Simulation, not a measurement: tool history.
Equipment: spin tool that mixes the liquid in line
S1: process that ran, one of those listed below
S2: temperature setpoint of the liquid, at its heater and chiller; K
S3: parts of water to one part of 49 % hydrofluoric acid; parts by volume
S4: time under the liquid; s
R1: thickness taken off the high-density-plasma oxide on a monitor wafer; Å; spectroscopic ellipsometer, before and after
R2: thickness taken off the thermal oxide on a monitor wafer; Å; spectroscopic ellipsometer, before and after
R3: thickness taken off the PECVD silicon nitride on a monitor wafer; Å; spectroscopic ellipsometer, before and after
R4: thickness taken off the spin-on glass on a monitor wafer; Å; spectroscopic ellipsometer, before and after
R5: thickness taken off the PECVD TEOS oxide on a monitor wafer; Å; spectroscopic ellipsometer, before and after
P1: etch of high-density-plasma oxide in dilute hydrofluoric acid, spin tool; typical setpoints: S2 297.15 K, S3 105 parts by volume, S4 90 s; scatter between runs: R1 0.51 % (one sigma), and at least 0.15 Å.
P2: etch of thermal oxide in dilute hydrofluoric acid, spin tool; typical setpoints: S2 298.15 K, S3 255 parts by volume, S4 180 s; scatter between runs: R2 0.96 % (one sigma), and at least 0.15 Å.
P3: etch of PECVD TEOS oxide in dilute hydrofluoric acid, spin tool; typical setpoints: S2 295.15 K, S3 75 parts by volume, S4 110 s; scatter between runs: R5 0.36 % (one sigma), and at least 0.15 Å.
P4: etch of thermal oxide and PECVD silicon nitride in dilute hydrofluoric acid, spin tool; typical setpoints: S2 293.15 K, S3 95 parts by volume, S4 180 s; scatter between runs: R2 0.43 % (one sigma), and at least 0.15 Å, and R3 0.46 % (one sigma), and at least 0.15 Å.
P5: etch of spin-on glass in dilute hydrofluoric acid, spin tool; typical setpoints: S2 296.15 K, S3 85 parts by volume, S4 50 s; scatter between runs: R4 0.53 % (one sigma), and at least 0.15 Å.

run	hour	S1	S2	S3	S4	R1	R2	R3	R4	R5
1	6.7	P1	297.15	105	90	55.136				
2	14.9	P2	298.15	255	180		28.788			
3	19.9	P1	297.15	105	20	12.392				
4	26.6	P4	293.15	140	180		47.36	40.034		
5	34.6	P1	297.15	175	90	30.5				
6	43.8	P5	296.15	85	50				248.47	
7	49.3	P1	297.15	105	130	79.493				
8	56.4	P3	295.15	75	110					253.77
9	62.3	P4	293.15	95	180		72.342	58.919		
10	69.2	P2	290.65	255	180		21.612			
11	76.7	P5	301.15	85	50				301.35	
12	85.1	P1	297.15	185	15	5.0299				
13	93.3	P2	298.15	255	360		57.539			
14	101.6	P4	290.15	95	180		64.181	47.364		
15	110.9	P1	297.15	105	90	55.134				
# hour 117.1: hydrofluoric acid flow meter replaced
16	120.2	P4	293.15	95	315		126.28	101.29		
17	125.8	P5	296.15	85	15				74.428	
18	131.9	P1	297.15	105	90	55.729				
19	137.9	P2	298.15	70	180		129.23			
20	146.7	P1	297.15	105	90	56.027				
21	151.8	P3	295.15	25	110					802.84
22	160.6	P3	300.65	75	110					312.78
23	168.5	P5	296.15	85	50				248.25	
24	177.5	P1	297.15	105	90	55.581				
25	185.2	P1	291.65	105	90	44.311				
26	192.5	P1	297.15	45	90	139.32				
27	199.4	P5	296.15	45	50				491.52	
28	204.4	P3	295.15	75	15					34.054
29	214	P1	302.15	105	90	67.909				
30	218.3	P1	297.15	105	90	55.8				
31	225.8	P1	297.15	105	90	54.097				
32	230.2	P1	297.15	105	90	53.435				
33	235.7	P1	297.15	105	90	52.371				
34	245.2	P1	297.15	105	90	52.556				
35	253.8	P1	297.15	105	90	52.092				
36	262.4	P1	297.15	105	90	52.167				
37	269.7	P1	297.15	105	90	52.056				
38	274	P1	297.15	105	90	51.701				
39	282.2	P1	297.15	105	90	52.38				

The log shows P1 creeping away from where it was. Any of the 2 causes listed here, at the size stated for it, fits the log just as well as the others:
A: liquid colder than its thermometer reads (K) = 1.62
B: hydrofluoric acid flow below the setpoint (%) = 5.51
The creep began at about hour 218.3.

4 check runs are offered, one wafer each, their results left as question marks. Which one tells the causes apart?
check 1	290.4	P3	295.15	35	15					?
check 2	290.4	P5	296.15	50	50				?	
check 3	290.4	P4	290.15	95	180		?	?		
check 4	290.4	P2	298.15	130	345		?			

If the cause were each of the candidates in turn, the checks would give the following:
check	result	if A	if B
check 1	R5	72.052	72.753
check 2	R4	414.23	417.18
check 3	R2	59.945	60.34
check 3	R3	42.171	44.736
check 4	R2	115.15	114.8
How far apart the two closest causes lie, in the result that separates them most: check 1 0.97 %; check 2 0.71 %; check 3 5.91 %; check 4 0.3 %
Check 3 distinguishes between the causes, while the remaining checks would return nearly the same result for all of them.

The results of check 3 are: R2 59.958 Å; R3 44.894 Å. Based on these, which of the listed causes is it?

The correct cause is B, namely: hydrofluoric acid flow below the setpoint (%).
